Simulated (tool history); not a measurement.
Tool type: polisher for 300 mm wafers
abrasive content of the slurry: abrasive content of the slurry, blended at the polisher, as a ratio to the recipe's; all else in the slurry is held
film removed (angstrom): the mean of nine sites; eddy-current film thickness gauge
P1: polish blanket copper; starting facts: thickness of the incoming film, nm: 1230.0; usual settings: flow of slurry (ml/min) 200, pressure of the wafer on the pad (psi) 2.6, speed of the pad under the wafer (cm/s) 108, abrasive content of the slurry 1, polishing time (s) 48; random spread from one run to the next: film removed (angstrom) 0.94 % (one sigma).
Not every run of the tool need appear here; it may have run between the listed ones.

| run | hour | flow of slurry (ml/min) | pressure of the wafer on the pad (psi) | speed of the pad under the wafer (cm/s) | abrasive content of the slurry | polishing time (s) | wafers polished on this pad | hours since the slurry nozzle was cleaned | hours since the head pressure was calibrated | hours since the slurry blender was calibrated | film removed (angstrom) |
|---|---|---|---|---|---|---|---|---|---|---|---|
| 1 | 3.1 | 200 | 2.6 | 108 | 1 | 48 | 768 | 605.8 | 207.2 | 113.6 | 1204.8 |
| 2 | 5.6 | 200 | 2.6 | 50 | 1 | 48 | 800 | 608.3 | 209.7 | 116.1 | 557.09 |
| 3 | 8.8 | 200 | 1.7 | 108 | 1 | 25 | 841 | 611.5 | 212.9 | 119.3 | 408.09 |
| 4 | 11.3 | 200 | 2.6 | 108 | 1 | 71 | 872 | 614 | 215.4 | 121.8 | 1768.1 |
| 5 | 14.7 | 300 | 2.6 | 108 | 1 | 48 | 916 | 617.4 | 218.8 | 125.2 | 1243.1 |
| 6 | 18.6 | 200 | 2.6 | 108 | 1 | 30 | 965 | 621.3 | 222.7 | 129.1 | 753.4 |
| 7 | 21.7 | 200 | 2.6 | 108 | 1 | 48 | 1004 | 624.4 | 225.8 | 132.2 | 1189.1 |
| 8 | 25.5 | 200 | 2.6 | 108 | 1 | 48 | 1053 | 628.2 | 229.6 | 136 | 1204.3 |
| 9 | 28.4 | 200 | 3.9 | 108 | 1 | 48 | 1089 | 631.1 | 232.5 | 138.9 | 1826.3 |
| 10 | 30.6 | 120 | 2.6 | 108 | 1 | 48 | 1117 | 633.3 | 234.7 | 141.1 | 1109.2 |
| 11 | 32.6 | 200 | 2.6 | 108 | 1 | 48 | 1143 | 635.3 | 236.7 | 143.1 | 1202 |
| 12 | 35.2 | 200 | 2.6 | 108 | 0.65 | 48 | 1176 | 637.9 | 239.3 | 145.7 | 1103.3 |
| 13 | 39.2 | 200 | 1.5 | 108 | 1 | 48 | 1226 | 641.9 | 243.3 | 149.7 | 688.75 |
| 14 | 43.7 | 245 | 2.6 | 80 | 1 | 48 | 1284 | 646.4 | 247.8 | 154.2 | 910.38 |
| 15 | 45.8 | 200 | 2.6 | 144 | 1 | 48 | 1310 | 648.5 | 249.9 | 156.3 | 1618.1 |
| 16 | 48.2 | 200 | 2.6 | 108 | 1.4 | 48 | 1341 | 650.9 | 252.3 | 158.7 | 1300.4 |

Expected results for the next run?
| 17 | 52.5 | 200 | 2.6 | 108 | 1 | 48 | 1395 | 655.2 | 256.6 | 163 | ? |

Run 17 gave film removed (angstrom) 1204.1.

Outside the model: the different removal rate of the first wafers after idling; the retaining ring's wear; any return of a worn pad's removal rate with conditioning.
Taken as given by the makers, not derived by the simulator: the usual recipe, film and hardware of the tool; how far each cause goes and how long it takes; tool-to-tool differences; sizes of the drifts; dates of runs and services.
